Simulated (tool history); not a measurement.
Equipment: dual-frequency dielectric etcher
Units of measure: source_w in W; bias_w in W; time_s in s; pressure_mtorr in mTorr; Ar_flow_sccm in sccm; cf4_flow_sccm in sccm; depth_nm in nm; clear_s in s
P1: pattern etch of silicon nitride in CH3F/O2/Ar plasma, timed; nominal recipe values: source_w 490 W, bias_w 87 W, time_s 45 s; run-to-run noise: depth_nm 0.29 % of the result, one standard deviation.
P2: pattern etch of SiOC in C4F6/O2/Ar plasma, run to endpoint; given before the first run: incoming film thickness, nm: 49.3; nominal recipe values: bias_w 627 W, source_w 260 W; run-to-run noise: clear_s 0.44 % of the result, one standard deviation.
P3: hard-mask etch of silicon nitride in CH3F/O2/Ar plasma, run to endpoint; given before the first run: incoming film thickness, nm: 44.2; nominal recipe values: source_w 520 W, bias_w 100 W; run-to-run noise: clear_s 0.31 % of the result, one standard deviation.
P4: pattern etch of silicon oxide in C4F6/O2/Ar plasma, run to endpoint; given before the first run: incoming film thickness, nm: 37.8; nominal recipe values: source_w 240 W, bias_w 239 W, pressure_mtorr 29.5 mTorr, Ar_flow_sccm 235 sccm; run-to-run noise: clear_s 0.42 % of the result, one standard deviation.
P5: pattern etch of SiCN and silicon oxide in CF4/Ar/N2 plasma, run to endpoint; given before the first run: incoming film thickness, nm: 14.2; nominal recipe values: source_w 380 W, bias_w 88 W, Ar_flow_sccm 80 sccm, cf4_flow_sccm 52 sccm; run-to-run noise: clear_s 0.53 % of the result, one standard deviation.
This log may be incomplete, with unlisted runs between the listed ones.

run   hour  process  source_w  bias_w  time_s  pressure_mtorr  Ar_flow_sccm  cf4_flow_sccm  depth_nm  clear_s
  1     13       P1       490      87      45                                                 36.548
  2   29.4       P4       240     156                    29.5           235                            15.399
  3   38.9       P1       490      87      59                                                  47.99
  4   54.8       P5       380      88                                    80             52              18.45
  5   68.3       P1       610      87      45                                                  39.62
  6   77.1       P1       340      67      45                                                 29.144
  7   85.6       P1       490      57      45                                                 31.579
  8   97.5       P2       340     627                                                                  16.093
  9  108.3       P1       490      87      45                                                 36.483
 10  115.8       P3       390     100                                                                  57.328
 11  131.4       P5       380      88                                    47             52             16.979
 12  147.4       P5       380      56                                    80             52             21.165
 13  163.4       P1       400     108      45                                                 36.589
 14  177.1       P1       490     111      45                                                 39.774
 15  191.2       P1       490      87      45                                                 36.695
     203.1  -- wet clean of the chamber
 16  204.3       P4       240     239                    29.5           235                            13.256
 17  214.8       P4       160     239                    29.5           235                            15.536
 18  230.2       P4       240     239                    29.5           326                             13.85
 19  239.7       P3       520     100                                                                  51.514
 20    254       P2       260     433                                                                  20.221
 21  266.5       P4       240     239                      40           235                            13.975
 22  282.5       P1       360      87      45                                                 32.341
 23  297.1       P1       490      87    25.5                                                 20.633
 24  306.5       P1       490      87      45                                                   36.6
 25  316.8       P2       260     627                                                                  17.558
 26  331.4       P1       490      87      45                                                 36.436
 27  346.2       P5       380      88                                    80             30              19.55
 28  359.4       P1       490      87      45                                                 36.661
 29  373.8       P4       240     239                    29.5           235                              13.4
 30    391       P5       260      88                                    80             52             25.436
 31  403.5       P3       520     139                                                                  45.335
 32  413.6       P1       490      87      45                                                 36.523
 33  430.8       P1       490      87      45                                                 36.997
 34    442       P1       490      87      45                                                 36.937
 35  457.9       P1       490      87      45                                                 36.952
     466.5  -- wet clean of the chamber
 36  468.8       P1       490      87      45                                                 37.012
 37  479.9       P1       490      87      45                                                 36.948
 38  494.9       P1       490      87      45                                                   37.1

The log shows P1 creeping away from where it was. Any of the 2 causes listed here, at the size stated for it, fits the log just as well as the others:
A: bias power that arrives over what is set, % = 4.27
B: source power that arrives over what is set, % = 4
Onset of the creep was near hour 413.6.
Other possible causes, and why each is ruled out:
chamber walls in a state that raises the etch rate, %: its service at hour 466.5 followed the start of the drift and did not put the process back to its old value

Each of the check runs listed below is run on 5 wafers and reports their average, with the results left as question marks. Pick the one under which the possible causes would lead to clearly different results.
check 1  509.9       P2       310     627                                                                       ?
check 2  509.9       P5       380      64                                    80             52                  ?
check 3  509.9       P4       240     198                    29.5           324                                 ?
check 4  509.9       P3       400     100                                                                       ?

Outcome of each check run for each possible cause:
  check   result    if A    if B
check 1  clear_s  16.282  16.315
check 2  clear_s  20.086  19.679
check 3  clear_s  14.551  14.537
check 4  clear_s  56.058  56.102
Per check, the gap between the least separated pair of causes, taken in the result that splits them most: check 1 0.2 %; check 2 2.05 %; check 3 0.1 %; check 4 0.08 %
Only in check 2 would the causes give clearly different results; in the remaining checks their results would be nearly the same.

Running check 2 produced the following: clear_s 19.735 s. Which one of the listed causes fits?

It is B: source power that arrives over what is set, %.
